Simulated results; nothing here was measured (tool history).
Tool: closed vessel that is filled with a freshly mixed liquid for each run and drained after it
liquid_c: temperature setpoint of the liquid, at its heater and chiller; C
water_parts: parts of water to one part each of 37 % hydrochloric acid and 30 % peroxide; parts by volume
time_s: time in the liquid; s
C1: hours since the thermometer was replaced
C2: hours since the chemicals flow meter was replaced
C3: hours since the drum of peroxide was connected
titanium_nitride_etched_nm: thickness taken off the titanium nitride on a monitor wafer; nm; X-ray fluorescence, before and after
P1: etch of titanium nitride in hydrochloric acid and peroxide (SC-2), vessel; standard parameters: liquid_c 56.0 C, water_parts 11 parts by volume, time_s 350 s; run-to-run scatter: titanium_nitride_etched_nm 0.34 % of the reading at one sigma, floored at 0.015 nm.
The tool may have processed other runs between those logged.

run 1 day=0.550 | liquid_c=56.0 water_parts=11 time_s=350 | C1=222.5 C2=1219.4 C3=525.6 | titanium_nitride_etched_nm=20.9160
run 2 day=1.158 | liquid_c=72.0 water_parts=11 time_s=350 | C1=237.1 C2=1234.0 C3=540.2 | titanium_nitride_etched_nm=56.2890
run 3 day=1.758 | liquid_c=56.0 water_parts=4 time_s=350 | C1=251.5 C2=1248.4 C3=554.6 | titanium_nitride_etched_nm=45.2880
run 4 day=2.183 | liquid_c=56.0 water_parts=11 time_s=350 | C1=261.7 C2=1258.6 C3=564.8 | titanium_nitride_etched_nm=21.0110
run 5 day=2.642 | liquid_c=56.0 water_parts=11 time_s=65 | C1=272.7 C2=1269.6 C3=575.8 | titanium_nitride_etched_nm=3.9010
run 6 day=3.183 | liquid_c=56.0 water_parts=11 time_s=350 | C1=285.7 C2=1282.6 C3=588.8 | titanium_nitride_etched_nm=20.9780
run 7 day=3.621 | liquid_c=56.0 water_parts=16 time_s=65 | C1=296.2 C2=1293.1 C3=599.3 | titanium_nitride_etched_nm=2.8253
run 8 day=3.958 | liquid_c=56.0 water_parts=11 time_s=350 | C1=304.3 C2=1301.2 C3=607.4 | titanium_nitride_etched_nm=20.9740
run 9 day=4.600 | liquid_c=56.0 water_parts=20 time_s=350 | C1=319.7 C2=1316.6 C3=622.8 | titanium_nitride_etched_nm=12.4080
run 10 day=5.075 | liquid_c=56.0 water_parts=11 time_s=555 | C1=331.1 C2=1328.0 C3=634.2 | titanium_nitride_etched_nm=33.5220
run 11 day=5.692 | liquid_c=56.0 water_parts=11 time_s=350 | C1=345.9 C2=1342.8 C3=649.0 | titanium_nitride_etched_nm=21.0490
run 12 day=6.383 | liquid_c=56.0 water_parts=11 time_s=350 | C1=362.5 C2=1359.4 C3=665.6 | titanium_nitride_etched_nm=21.0910
run 13 day=6.962 | liquid_c=40.5 water_parts=11 time_s=350 | C1=376.4 C2=1373.3 C3=679.5 | titanium_nitride_etched_nm=7.4126
run 14 day=7.604 | liquid_c=56.0 water_parts=11 time_s=350 | C1=391.8 C2=1388.7 C3=694.9 | titanium_nitride_etched_nm=21.0840
run 15 day=8.004 | liquid_c=56.0 water_parts=11 time_s=350 | C1=401.4 C2=1398.3 C3=704.5 | titanium_nitride_etched_nm=20.4630
run 16 day=8.700 | liquid_c=56.0 water_parts=11 time_s=350 | C1=418.1 C2=1415.0 C3=721.2 | titanium_nitride_etched_nm=19.6740
run 17 day=9.062 | liquid_c=56.0 water_parts=11 time_s=350 | C1=426.8 C2=1423.7 C3=729.9 | titanium_nitride_etched_nm=19.5560
run 18 day=9.596 | liquid_c=56.0 water_parts=11 time_s=350 | C1=439.6 C2=1436.5 C3=742.7 | titanium_nitride_etched_nm=19.3800
-- day=9.796 new drum of peroxide connected
run 19 day=9.908 | liquid_c=56.0 water_parts=11 time_s=350 | C1=447.1 C2=1444.0 C3=2.8 | titanium_nitride_etched_nm=19.1970
run 20 day=10.300 | liquid_c=56.0 water_parts=11 time_s=350 | C1=456.5 C2=1453.4 C3=12.2 | titanium_nitride_etched_nm=19.1070
run 21 day=10.842 | liquid_c=56.0 water_parts=11 time_s=350 | C1=469.5 C2=1466.4 C3=25.2 | titanium_nitride_etched_nm=19.0380
run 22 day=11.296 | liquid_c=56.0 water_parts=11 time_s=350 | C1=480.4 C2=1477.3 C3=36.1 | titanium_nitride_etched_nm=19.0570

Run 23, settings as shown, results not yet in. Your forecast:
run 23 day=11.633 | liquid_c=56.0 water_parts=11 time_s=350 | C1=488.5 C2=1485.4 C3=44.2 | titanium_nitride_etched_nm=?

titanium_nitride_etched_nm: 19.0680 nm

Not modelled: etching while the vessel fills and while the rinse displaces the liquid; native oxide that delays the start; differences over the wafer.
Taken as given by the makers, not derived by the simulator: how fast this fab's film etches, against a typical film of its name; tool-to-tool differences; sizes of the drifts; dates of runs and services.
